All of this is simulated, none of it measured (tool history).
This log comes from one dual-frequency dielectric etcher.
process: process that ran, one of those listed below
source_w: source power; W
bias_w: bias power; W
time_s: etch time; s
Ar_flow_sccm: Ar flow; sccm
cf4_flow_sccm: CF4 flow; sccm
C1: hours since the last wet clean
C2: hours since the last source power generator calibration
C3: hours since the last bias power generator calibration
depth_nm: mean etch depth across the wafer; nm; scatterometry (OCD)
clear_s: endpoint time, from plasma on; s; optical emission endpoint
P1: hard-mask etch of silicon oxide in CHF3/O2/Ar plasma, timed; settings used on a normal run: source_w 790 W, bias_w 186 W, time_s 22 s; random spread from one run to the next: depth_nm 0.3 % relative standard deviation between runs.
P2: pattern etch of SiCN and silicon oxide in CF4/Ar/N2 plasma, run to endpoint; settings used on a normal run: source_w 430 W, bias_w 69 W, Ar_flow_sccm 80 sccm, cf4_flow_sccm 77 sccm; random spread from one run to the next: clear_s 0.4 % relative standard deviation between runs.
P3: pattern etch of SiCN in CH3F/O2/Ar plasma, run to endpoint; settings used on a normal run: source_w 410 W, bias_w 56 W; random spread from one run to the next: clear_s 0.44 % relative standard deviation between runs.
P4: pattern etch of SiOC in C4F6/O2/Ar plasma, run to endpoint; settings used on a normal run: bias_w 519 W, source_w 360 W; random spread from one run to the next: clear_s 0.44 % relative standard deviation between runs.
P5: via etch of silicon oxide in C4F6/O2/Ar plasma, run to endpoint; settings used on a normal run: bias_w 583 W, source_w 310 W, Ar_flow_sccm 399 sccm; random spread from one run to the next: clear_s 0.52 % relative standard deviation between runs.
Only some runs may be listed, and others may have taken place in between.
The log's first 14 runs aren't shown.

run 15 day=8.217 | process=P2 source_w=600 bias_w=69 Ar_flow_sccm=80 cf4_flow_sccm=77 | C1=327 C2=1606.4 C3=1202.4 | clear_s=13.211
run 16 day=8.95 | process=P2 source_w=430 bias_w=69 Ar_flow_sccm=80 cf4_flow_sccm=77 | C1=344.6 C2=1624 C3=1220 | clear_s=17.677
run 17 day=9.412 | process=P1 source_w=790 bias_w=227 time_s=22 | C1=355.7 C2=1635.1 C3=1231.1 | depth_nm=54.315
run 18 day=9.804 | process=P1 source_w=790 bias_w=186 time_s=22 | C1=365.1 C2=1644.5 C3=1240.5 | depth_nm=50.534
run 19 day=10.262 | process=P5 source_w=310 bias_w=583 Ar_flow_sccm=399 | C1=376.1 C2=1655.5 C3=1251.5 | clear_s=26.359
run 20 day=11.021 | process=P5 source_w=420 bias_w=583 Ar_flow_sccm=399 | C1=394.3 C2=1673.7 C3=1269.7 | clear_s=23.799
run 21 day=11.621 | process=P5 source_w=310 bias_w=583 Ar_flow_sccm=281 | C1=408.7 C2=1688.1 C3=1284.1 | clear_s=25.487
run 22 day=12.125 | process=P1 source_w=790 bias_w=186 time_s=22 | C1=420.8 C2=1700.2 C3=1296.2 | depth_nm=50.928
run 23 day=12.596 | process=P4 source_w=360 bias_w=728 | C1=432.1 C2=1711.5 C3=1307.5 | clear_s=15.539
run 24 day=13.312 | process=P1 source_w=530 bias_w=186 time_s=32 | C1=449.3 C2=1728.7 C3=1324.7 | depth_nm=63.157
run 25 day=13.95 | process=P1 source_w=790 bias_w=136 time_s=22 | C1=464.6 C2=1744 C3=1340 | depth_nm=45.929

What will run 26 give?
run 26 day=14.462 | process=P1 source_w=490 bias_w=186 time_s=22 | C1=476.9 C2=1756.3 C3=1352.3 | depth_nm=?

Run 26 gave depth_nm 42.101 nm.
